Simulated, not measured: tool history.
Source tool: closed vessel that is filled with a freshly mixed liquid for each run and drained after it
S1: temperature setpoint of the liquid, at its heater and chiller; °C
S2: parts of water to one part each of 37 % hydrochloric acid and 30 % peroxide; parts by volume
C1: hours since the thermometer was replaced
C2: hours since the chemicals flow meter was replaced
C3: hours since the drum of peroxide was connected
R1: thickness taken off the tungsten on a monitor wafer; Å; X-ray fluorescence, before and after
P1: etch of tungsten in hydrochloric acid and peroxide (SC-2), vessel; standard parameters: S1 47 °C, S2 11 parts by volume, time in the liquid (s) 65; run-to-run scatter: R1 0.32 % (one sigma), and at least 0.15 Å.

run 1 hour=4.2 | S1=47 S2=11 time_in_the_liquid_(s)=65 | C1=1373.7 C2=436.9 C3=1082.3 | R1=77.334
run 2 hour=8.5 | S1=47 S2=11 time_in_the_liquid_(s)=30 | C1=1378 C2=441.2 C3=1086.6 | R1=35.298
run 3 hour=12 | S1=35 S2=11 time_in_the_liquid_(s)=65 | C1=1381.5 C2=444.7 C3=1090.1 | R1=33
run 4 hour=17.3 | S1=47 S2=11 time_in_the_liquid_(s)=65 | C1=1386.8 C2=450 C3=1095.4 | R1=76.799
run 5 hour=20.7 | S1=47 S2=11 time_in_the_liquid_(s)=65 | C1=1390.2 C2=453.4 C3=1098.8 | R1=76.59
run 6 hour=24.5 | S1=47 S2=4 time_in_the_liquid_(s)=65 | C1=1394 C2=457.2 C3=1102.6 | R1=166.98
-- hour=27.3 new drum of peroxide connected
run 7 hour=29.9 | S1=47 S2=19.5 time_in_the_liquid_(s)=65 | C1=1399.4 C2=462.6 C3=2.6 | R1=46.587
run 8 hour=35.1 | S1=47 S2=11 time_in_the_liquid_(s)=95 | C1=1404.6 C2=467.8 C3=7.8 | R1=112.76
run 9 hour=40 | S1=47 S2=11 time_in_the_liquid_(s)=65 | C1=1409.5 C2=472.7 C3=12.7 | R1=76.927
run 10 hour=42.7 | S1=60 S2=11 time_in_the_liquid_(s)=65 | C1=1412.2 C2=475.4 C3=15.4 | R1=180.01
run 11 hour=45.8 | S1=47 S2=11 time_in_the_liquid_(s)=65 | C1=1415.3 C2=478.5 C3=18.5 | R1=77.36
run 12 hour=49.7 | S1=56 S2=4 time_in_the_liquid_(s)=65 | C1=1419.2 C2=482.4 C3=22.4 | R1=302.11
run 13 hour=54.1 | S1=47 S2=11 time_in_the_liquid_(s)=65 | C1=1423.6 C2=486.8 C3=26.8 | R1=76.849
run 14 hour=58.6 | S1=47 S2=11 time_in_the_liquid_(s)=65 | C1=1428.1 C2=491.3 C3=31.3 | R1=77.056
run 15 hour=61.3 | S1=47 S2=11 time_in_the_liquid_(s)=65 | C1=1430.8 C2=494 C3=34 | R1=75.262
run 16 hour=65.6 | S1=47 S2=11 time_in_the_liquid_(s)=65 | C1=1435.1 C2=498.3 C3=38.3 | R1=73.226
run 17 hour=69.3 | S1=47 S2=11 time_in_the_liquid_(s)=65 | C1=1438.8 C2=502 C3=42 | R1=72.355
run 18 hour=71.9 | S1=47 S2=11 time_in_the_liquid_(s)=65 | C1=1441.4 C2=504.6 C3=44.6 | R1=71.651
run 19 hour=74.7 | S1=47 S2=11 time_in_the_liquid_(s)=65 | C1=1444.2 C2=507.4 C3=47.4 | R1=71.014
-- hour=75.6 new drum of peroxide connected
run 20 hour=78.8 | S1=47 S2=11 time_in_the_liquid_(s)=65 | C1=1448.3 C2=511.5 C3=3.2 | R1=71.206
run 21 hour=81.4 | S1=47 S2=11 time_in_the_liquid_(s)=65 | C1=1450.9 C2=514.1 C3=5.8 | R1=70.511
run 22 hour=85.7 | S1=47 S2=11 time_in_the_liquid_(s)=65 | C1=1455.2 C2=518.4 C3=10.1 | R1=70.567
run 23 hour=88.4 | S1=47 S2=11 time_in_the_liquid_(s)=65 | C1=1457.9 C2=521.1 C3=12.8 | R1=70.086

Run 24, settings as shown, results not yet in. Your forecast:
run 24 hour=91.4 | S1=47 S2=11 time_in_the_liquid_(s)=65 | C1=1460.9 C2=524.1 C3=15.8 | R1=?

{"run 24": {"R1": 70.435}}

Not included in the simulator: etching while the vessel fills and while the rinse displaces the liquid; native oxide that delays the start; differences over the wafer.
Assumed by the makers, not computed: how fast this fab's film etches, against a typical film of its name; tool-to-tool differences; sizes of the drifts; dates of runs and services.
